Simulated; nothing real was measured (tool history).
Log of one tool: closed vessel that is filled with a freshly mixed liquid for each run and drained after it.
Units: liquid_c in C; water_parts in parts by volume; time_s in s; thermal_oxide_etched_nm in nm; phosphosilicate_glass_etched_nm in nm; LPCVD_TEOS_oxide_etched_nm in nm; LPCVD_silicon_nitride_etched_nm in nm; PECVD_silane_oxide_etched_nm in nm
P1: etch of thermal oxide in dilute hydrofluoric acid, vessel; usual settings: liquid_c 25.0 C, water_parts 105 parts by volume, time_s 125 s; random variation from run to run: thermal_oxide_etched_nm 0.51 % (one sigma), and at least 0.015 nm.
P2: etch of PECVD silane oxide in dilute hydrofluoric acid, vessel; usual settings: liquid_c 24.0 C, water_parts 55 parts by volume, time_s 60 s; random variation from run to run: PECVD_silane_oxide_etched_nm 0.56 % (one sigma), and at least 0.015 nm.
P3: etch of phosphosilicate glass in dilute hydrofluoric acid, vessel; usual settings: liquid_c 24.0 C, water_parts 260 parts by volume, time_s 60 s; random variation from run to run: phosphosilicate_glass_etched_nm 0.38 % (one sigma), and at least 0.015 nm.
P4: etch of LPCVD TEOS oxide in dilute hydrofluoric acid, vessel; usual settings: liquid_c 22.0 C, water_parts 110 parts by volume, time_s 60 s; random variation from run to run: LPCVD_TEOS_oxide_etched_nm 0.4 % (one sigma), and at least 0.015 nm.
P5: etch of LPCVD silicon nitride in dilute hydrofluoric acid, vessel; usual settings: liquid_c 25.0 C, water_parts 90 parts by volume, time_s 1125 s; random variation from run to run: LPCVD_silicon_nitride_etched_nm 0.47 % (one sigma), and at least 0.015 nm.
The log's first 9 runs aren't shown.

run,hour,process,liquid_c,water_parts,time_s,hours since the thermometer was replaced,hours since the hydrofluoric acid flow meter was replaced,thermal_oxide_etched_nm,phosphosilicate_glass_etched_nm,LPCVD_TEOS_oxide_etched_nm,LPCVD_silicon_nitride_etched_nm,PECVD_silane_oxide_etched_nm
10,59.9,P1,25.0,105,45,284.5,1508.5,2.07030,,,,
11,67.4,P1,17.0,105,125,292.0,1516.0,4.19620,,,,
12,72.0,P1,25.0,105,125,296.6,1520.6,5.81240,,,,
13,77.4,P2,24.0,105,60,302.0,1526.0,,,,,20.263
14,83.8,P1,25.0,105,125,308.4,1532.4,5.85750,,,,
15,87.4,P2,24.0,55,30,312.0,1536.0,,,,,20.363
16,92.4,P4,22.0,110,115,317.0,1541.0,,,38.134,,
17,99.0,P1,25.0,105,205,323.6,1547.6,9.57150,,,,
18,105.5,P2,24.0,55,60,330.1,1554.1,,,,,41.667
19,112.4,P2,31.0,55,60,337.0,1561.0,,,,,54.948
20,119.7,P3,17.5,260,60,344.3,1568.3,,10.957,,,
21,124.4,P4,22.0,195,60,349.0,1573.0,,,10.121,,
22,130.1,P3,24.0,260,60,354.7,1578.7,,13.978,,,
23,135.5,P1,25.0,105,125,360.1,1584.1,5.83060,,,,

Run 24 comes next. What will it give?
24,139.7,P3,24.0,260,115,364.3,1588.3,,?,,,

Run 24 gave phosphosilicate_glass_etched_nm 26.792 nm.

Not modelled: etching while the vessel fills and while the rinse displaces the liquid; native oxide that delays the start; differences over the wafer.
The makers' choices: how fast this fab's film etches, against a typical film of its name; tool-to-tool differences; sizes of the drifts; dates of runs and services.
